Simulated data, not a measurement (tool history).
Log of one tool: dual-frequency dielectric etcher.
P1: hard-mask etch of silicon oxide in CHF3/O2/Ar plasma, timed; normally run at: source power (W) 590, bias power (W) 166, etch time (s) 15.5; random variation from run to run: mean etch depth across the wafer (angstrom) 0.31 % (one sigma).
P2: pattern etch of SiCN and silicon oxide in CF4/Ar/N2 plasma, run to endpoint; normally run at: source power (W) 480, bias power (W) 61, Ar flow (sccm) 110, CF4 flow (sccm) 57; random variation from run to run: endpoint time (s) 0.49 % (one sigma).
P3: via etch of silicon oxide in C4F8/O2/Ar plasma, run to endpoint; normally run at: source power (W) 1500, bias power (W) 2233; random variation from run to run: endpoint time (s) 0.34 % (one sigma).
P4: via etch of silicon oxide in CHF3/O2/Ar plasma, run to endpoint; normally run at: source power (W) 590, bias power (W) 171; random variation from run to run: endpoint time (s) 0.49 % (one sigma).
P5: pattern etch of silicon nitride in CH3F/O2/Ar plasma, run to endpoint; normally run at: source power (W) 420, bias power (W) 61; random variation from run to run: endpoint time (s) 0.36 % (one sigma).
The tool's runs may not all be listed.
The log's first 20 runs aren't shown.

| run | hour | process that ran | source power (W) | bias power (W) | etch time (s) | Ar flow (sccm) | CF4 flow (sccm) | hours since the last wet clean | hours since the last source power generator calibration | hours since the last bias power generator calibration | mean etch depth across the wafer (angstrom) | endpoint time (s) |
|---|---|---|---|---|---|---|---|---|---|---|---|---|
| 21 | 173.7 | P4 | 340 | 171 |  |  |  | 274.7 | 937.6 | 741.6 |  | 247.590 |
| 22 | 183.6 | P3 | 1500 | 1477 |  |  |  | 284.6 | 947.5 | 751.5 |  | 276.760 |
| 23 | 190.1 | P1 | 590 | 211 | 15.5 |  |  | 291.1 | 954.0 | 758.0 | 332.29 |  |
| 24 | 197.6 | P1 | 590 | 108 | 15.5 |  |  | 298.6 | 961.5 | 765.5 | 268.12 |  |
| 25 | 203.3 | P1 | 590 | 166 | 15.5 |  |  | 304.3 | 967.2 | 771.2 | 305.24 |  |
| 26 | 214.0 | P1 | 410 | 166 | 15.5 |  |  | 315.0 | 977.9 | 781.9 | 266.25 |  |
| 27 | 221.0 | P5 | 420 | 61 |  |  |  | 322.0 | 984.9 | 788.9 |  | 35.872 |
| 28 | 232.4 | P3 | 1070 | 2233 |  |  |  | 333.4 | 996.3 | 800.3 |  | 280.010 |
| 29 | 243.4 | P1 | 590 | 166 | 15.5 |  |  | 344.4 | 1007.3 | 811.3 | 305.59 |  |
| 30 | 251.3 | P5 | 420 | 61 |  |  |  | 352.3 | 1015.2 | 819.2 |  | 35.855 |
| 31 | 261.4 | P1 | 590 | 166 | 15.5 |  |  | 362.4 | 1025.3 | 829.3 | 306.26 |  |
| 32 | 271.1 | P1 | 590 | 166 | 15.5 |  |  | 372.1 | 1035.0 | 839.0 | 304.32 |  |
| 33 | 277.9 | P1 | 590 | 166 | 15.5 |  |  | 378.9 | 1041.8 | 845.8 | 303.71 |  |
| 34 | 283.9 | P1 | 590 | 166 | 15.5 |  |  | 384.9 | 1047.8 | 851.8 | 301.62 |  |

Forecast run 35:
| 35 | 289.1 | P1 | 590 | 166 | 15.5 |  |  | 390.1 | 1053.0 | 857.0 | ? |  |

Run 35 gave mean etch depth across the wafer (angstrom) 301.97.
